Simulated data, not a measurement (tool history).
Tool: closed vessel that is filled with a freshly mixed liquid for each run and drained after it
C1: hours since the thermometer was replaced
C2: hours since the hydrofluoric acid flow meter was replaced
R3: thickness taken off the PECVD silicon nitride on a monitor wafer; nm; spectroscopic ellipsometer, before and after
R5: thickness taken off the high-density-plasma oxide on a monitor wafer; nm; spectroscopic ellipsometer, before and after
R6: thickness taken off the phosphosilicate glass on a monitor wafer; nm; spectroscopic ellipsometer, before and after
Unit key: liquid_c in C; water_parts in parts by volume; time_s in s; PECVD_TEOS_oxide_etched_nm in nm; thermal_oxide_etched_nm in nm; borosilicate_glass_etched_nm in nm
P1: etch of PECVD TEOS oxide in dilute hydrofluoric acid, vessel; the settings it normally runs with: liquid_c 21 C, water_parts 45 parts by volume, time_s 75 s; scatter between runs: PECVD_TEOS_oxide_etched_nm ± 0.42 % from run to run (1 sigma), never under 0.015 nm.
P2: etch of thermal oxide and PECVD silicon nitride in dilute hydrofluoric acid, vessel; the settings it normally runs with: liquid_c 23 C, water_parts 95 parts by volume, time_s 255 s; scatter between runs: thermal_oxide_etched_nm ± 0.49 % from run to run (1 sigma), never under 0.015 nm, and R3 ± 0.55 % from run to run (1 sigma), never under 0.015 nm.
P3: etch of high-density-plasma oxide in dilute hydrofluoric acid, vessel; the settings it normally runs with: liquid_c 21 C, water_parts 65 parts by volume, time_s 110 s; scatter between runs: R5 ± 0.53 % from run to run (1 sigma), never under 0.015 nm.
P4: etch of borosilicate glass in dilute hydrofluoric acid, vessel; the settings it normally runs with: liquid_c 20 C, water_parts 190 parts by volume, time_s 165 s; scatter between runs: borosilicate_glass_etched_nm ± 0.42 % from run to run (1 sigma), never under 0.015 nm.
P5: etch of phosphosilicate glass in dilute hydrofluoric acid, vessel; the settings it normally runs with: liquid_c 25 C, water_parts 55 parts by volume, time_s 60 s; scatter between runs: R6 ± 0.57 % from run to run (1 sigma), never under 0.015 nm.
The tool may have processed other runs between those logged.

Run 1, day 0.304: process P1, liquid_c 21 C, water_parts 45 parts by volume, time_s 75 s; C1 380.4; C2 184.7. Result: PECVD_TEOS_oxide_etched_nm 31.514 nm.
Run 2, day 0.625: process P2, liquid_c 23 C, water_parts 175 parts by volume, time_s 255 s; C1 388.1; C2 192.4. Result: thermal_oxide_etched_nm 6.2454 nm, R3 3.1345 nm.
Run 3, day 0.888: process P4, liquid_c 17 C, water_parts 190 parts by volume, time_s 165 s; C1 394.4; C2 198.7. Result: borosilicate_glass_etched_nm 16.886 nm.
Run 4, day 1.1: process P4, liquid_c 20 C, water_parts 190 parts by volume, time_s 165 s; C1 399.5; C2 203.8. Result: borosilicate_glass_etched_nm 19.084 nm.
Run 5, day 1.408: process P1, liquid_c 25.5 C, water_parts 45 parts by volume, time_s 75 s; C1 406.9; C2 211.2. Result: PECVD_TEOS_oxide_etched_nm 38.31 nm.
Run 6, day 1.667: process P1, liquid_c 21 C, water_parts 45 parts by volume, time_s 75 s; C1 413.1; C2 217.4. Result: PECVD_TEOS_oxide_etched_nm 31.745 nm.
Run 7, day 1.938: process P2, liquid_c 23 C, water_parts 95 parts by volume, time_s 255 s; C1 419.6; C2 223.9. Result: thermal_oxide_etched_nm 12.554 nm, R3 5.7115 nm.
Run 8, day 2.304: process P4, liquid_c 20 C, water_parts 190 parts by volume, time_s 315 s; C1 428.4; C2 232.7. Result: borosilicate_glass_etched_nm 36.351 nm.
Run 9, day 2.679: process P3, liquid_c 21 C, water_parts 65 parts by volume, time_s 30 s; C1 437.4; C2 241.7. Result: R5 2.2727 nm.
Run 10, day 2.867: process P1, liquid_c 21 C, water_parts 45 parts by volume, time_s 75 s; C1 441.9; C2 246.2. Result: PECVD_TEOS_oxide_etched_nm 31.425 nm.
Run 11, day 3.033: process P1, liquid_c 17 C, water_parts 45 parts by volume, time_s 75 s; C1 445.9; C2 250.2. Result: PECVD_TEOS_oxide_etched_nm 26.544 nm.
Run 12, day 3.375: process P1, liquid_c 21 C, water_parts 45 parts by volume, time_s 75 s; C1 454.1; C2 258.4. Result: PECVD_TEOS_oxide_etched_nm 31.637 nm.
Run 13, day 3.596: process P1, liquid_c 21 C, water_parts 30 parts by volume, time_s 30 s; C1 459.4; C2 263.7. Result: PECVD_TEOS_oxide_etched_nm 19.371 nm.
Run 14, day 3.779: process P4, liquid_c 20 C, water_parts 190 parts by volume, time_s 165 s; C1 463.8; C2 268.1. Result: borosilicate_glass_etched_nm 19.007 nm.
Run 15, day 4.104: process P1, liquid_c 21 C, water_parts 45 parts by volume, time_s 30 s; C1 471.6; C2 275.9. Result: PECVD_TEOS_oxide_etched_nm 12.586 nm.
Run 16, day 4.392: process P5, liquid_c 25 C, water_parts 55 parts by volume, time_s 60 s; C1 478.5; C2 282.8. Result: R6 72.179 nm.
Run 17, day 4.738: process P1, liquid_c 21 C, water_parts 45 parts by volume, time_s 75 s; C1 486.8; C2 291.1. Result: PECVD_TEOS_oxide_etched_nm 31.702 nm.
Run 18, day 4.967: process P3, liquid_c 21 C, water_parts 65 parts by volume, time_s 110 s; C1 492.3; C2 296.6. Result: R5 8.1746 nm.
Run 19, day 5.262: process P5, liquid_c 19 C, water_parts 55 parts by volume, time_s 60 s; C1 499.4; C2 303.7. Result: R6 56.214 nm.
Run 20, day 5.462: process P1, liquid_c 21 C, water_parts 45 parts by volume, time_s 140 s; C1 504.2; C2 308.5. Result: PECVD_TEOS_oxide_etched_nm 59.279 nm.
Run 21, day 5.796: process P1, liquid_c 21 C, water_parts 70 parts by volume, time_s 75 s; C1 512.2; C2 316.5. Result: PECVD_TEOS_oxide_etched_nm 19.586 nm.
Run 22, day 6.071: process P5, liquid_c 25 C, water_parts 20 parts by volume, time_s 60 s; C1 518.8; C2 323.1. Result: R6 208.07 nm.
Run 23, day 6.254: process P2, liquid_c 23 C, water_parts 95 parts by volume, time_s 255 s; C1 523.2; C2 327.5. Result: thermal_oxide_etched_nm 12.667 nm, R3 5.76 nm.
Run 24, day 6.417: process P3, liquid_c 17 C, water_parts 65 parts by volume, time_s 110 s; C1 527.1; C2 331.4. Result: R5 6.9399 nm.
Run 25, day 6.729: process P2, liquid_c 17 C, water_parts 95 parts by volume, time_s 255 s; C1 534.6; C2 338.9. Result: thermal_oxide_etched_nm 9.9003 nm, R3 3.7991 nm.
Run 26, day 6.896: process P1, liquid_c 21 C, water_parts 20 parts by volume, time_s 75 s; C1 538.6; C2 342.9. Result: PECVD_TEOS_oxide_etched_nm 73.829 nm.
Run 27, day 7.079: process P5, liquid_c 25 C, water_parts 55 parts by volume, time_s 90 s; C1 543; C2 347.3. Result: R6 108.48 nm.
Run 28, day 7.329: process P2, liquid_c 23 C, water_parts 95 parts by volume, time_s 70 s; C1 549; C2 353.3. Result: thermal_oxide_etched_nm 3.4757 nm, R3 1.5606 nm.
Run 29, day 7.546: process P3, liquid_c 21 C, water_parts 90 parts by volume, time_s 110 s; C1 554.2; C2 358.5. Result: R5 5.685 nm.
Run 30, day 7.825: process P3, liquid_c 21 C, water_parts 65 parts by volume, time_s 110 s; C1 560.9; C2 365.2. Result: R5 8.2153 nm.
Run 31, day 8.133: process P4, liquid_c 20 C, water_parts 40 parts by volume, time_s 165 s; C1 568.3; C2 372.6. Result: borosilicate_glass_etched_nm 106.14 nm.
Run 32, day 8.433: process P5, liquid_c 25 C, water_parts 55 parts by volume, time_s 60 s; C1 575.5; C2 379.8. Result: R6 72.454 nm.
Run 33, day 8.621: process P1, liquid_c 21 C, water_parts 45 parts by volume, time_s 75 s; C1 580; C2 384.3. Result: PECVD_TEOS_oxide_etched_nm 31.928 nm.

What will run 34 give?
Run 34, day 8.846: process P1, liquid_c 21 C, water_parts 45 parts by volume, time_s 75 s; C1 585.4; C2 389.7. Result: PECVD_TEOS_oxide_etched_nm ?.

PECVD_TEOS_oxide_etched_nm: 30.977 nm

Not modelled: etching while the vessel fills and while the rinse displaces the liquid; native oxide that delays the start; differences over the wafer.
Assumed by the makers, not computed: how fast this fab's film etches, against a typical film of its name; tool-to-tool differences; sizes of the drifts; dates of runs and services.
